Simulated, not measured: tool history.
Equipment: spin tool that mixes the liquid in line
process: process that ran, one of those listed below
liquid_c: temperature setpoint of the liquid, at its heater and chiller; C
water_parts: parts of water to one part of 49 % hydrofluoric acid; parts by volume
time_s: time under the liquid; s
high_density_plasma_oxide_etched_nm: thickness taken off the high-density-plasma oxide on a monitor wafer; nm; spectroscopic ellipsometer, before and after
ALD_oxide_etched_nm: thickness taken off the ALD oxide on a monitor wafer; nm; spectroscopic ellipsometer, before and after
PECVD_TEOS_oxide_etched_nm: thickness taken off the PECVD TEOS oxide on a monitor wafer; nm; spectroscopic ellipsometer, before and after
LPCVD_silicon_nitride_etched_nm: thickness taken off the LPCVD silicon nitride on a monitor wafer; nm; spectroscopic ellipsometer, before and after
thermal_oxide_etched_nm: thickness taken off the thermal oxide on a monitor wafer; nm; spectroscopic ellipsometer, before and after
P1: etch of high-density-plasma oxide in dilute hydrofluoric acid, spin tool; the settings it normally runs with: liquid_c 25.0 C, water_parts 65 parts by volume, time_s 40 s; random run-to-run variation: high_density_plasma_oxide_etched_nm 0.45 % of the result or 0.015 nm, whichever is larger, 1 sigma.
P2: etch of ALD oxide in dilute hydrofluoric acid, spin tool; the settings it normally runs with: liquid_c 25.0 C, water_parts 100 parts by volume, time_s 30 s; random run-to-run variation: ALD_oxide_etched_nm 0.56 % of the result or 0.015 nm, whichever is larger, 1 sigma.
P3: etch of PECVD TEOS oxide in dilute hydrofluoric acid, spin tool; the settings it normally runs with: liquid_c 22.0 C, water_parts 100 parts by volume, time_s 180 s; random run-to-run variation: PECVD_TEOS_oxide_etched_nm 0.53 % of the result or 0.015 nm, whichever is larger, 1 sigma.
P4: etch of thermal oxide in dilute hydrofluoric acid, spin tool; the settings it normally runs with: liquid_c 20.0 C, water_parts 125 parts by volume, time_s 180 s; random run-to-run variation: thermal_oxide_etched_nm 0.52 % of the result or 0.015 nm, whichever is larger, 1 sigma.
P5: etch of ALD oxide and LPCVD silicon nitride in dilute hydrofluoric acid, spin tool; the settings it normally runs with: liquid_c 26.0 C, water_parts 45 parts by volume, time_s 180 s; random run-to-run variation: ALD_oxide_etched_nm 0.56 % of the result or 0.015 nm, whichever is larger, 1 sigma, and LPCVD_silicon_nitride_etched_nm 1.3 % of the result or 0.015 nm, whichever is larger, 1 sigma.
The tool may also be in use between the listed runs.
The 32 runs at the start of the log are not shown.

run   hour  process  liquid_c  water_parts  time_s  hours since the thermometer was replaced  hours since the hydrofluoric acid flow meter was replaced  high_density_plasma_oxide_etched_nm  ALD_oxide_etched_nm  PECVD_TEOS_oxide_etched_nm  LPCVD_silicon_nitride_etched_nm  thermal_oxide_etched_nm
 33  291.9       P1      25.0           65      40                                     166.6                                                      558.2                               5.3199
 34  297.5       P1      25.0           65      40                                     172.2                                                      563.8                               5.3923
 35  303.7       P1      25.0           65      40                                     178.4                                                      570.0                               5.4792
 36  309.1       P1      25.0           65      40                                     183.8                                                      575.4                               5.4647
 37  314.9       P1      25.0           65      40                                     189.6                                                      581.2                               5.5223
 38  321.6       P1      25.0           65      40                                     196.3                                                      587.9                               5.5259
 39  331.8       P1      25.0           65      40                                     206.5                                                      598.1                               5.5067
 40  342.3       P1      25.0           65      40                                     217.0                                                      608.6                               5.5260
 41  353.7       P1      25.0           65      40                                     228.4                                                      620.0                               5.5495

Predict the results of run 42:
 42  364.7       P1      25.0           65      40                                     239.4                                                      631.0                                    ?

{"run 42": {"high_density_plasma_oxide_etched_nm": 5.5454}}
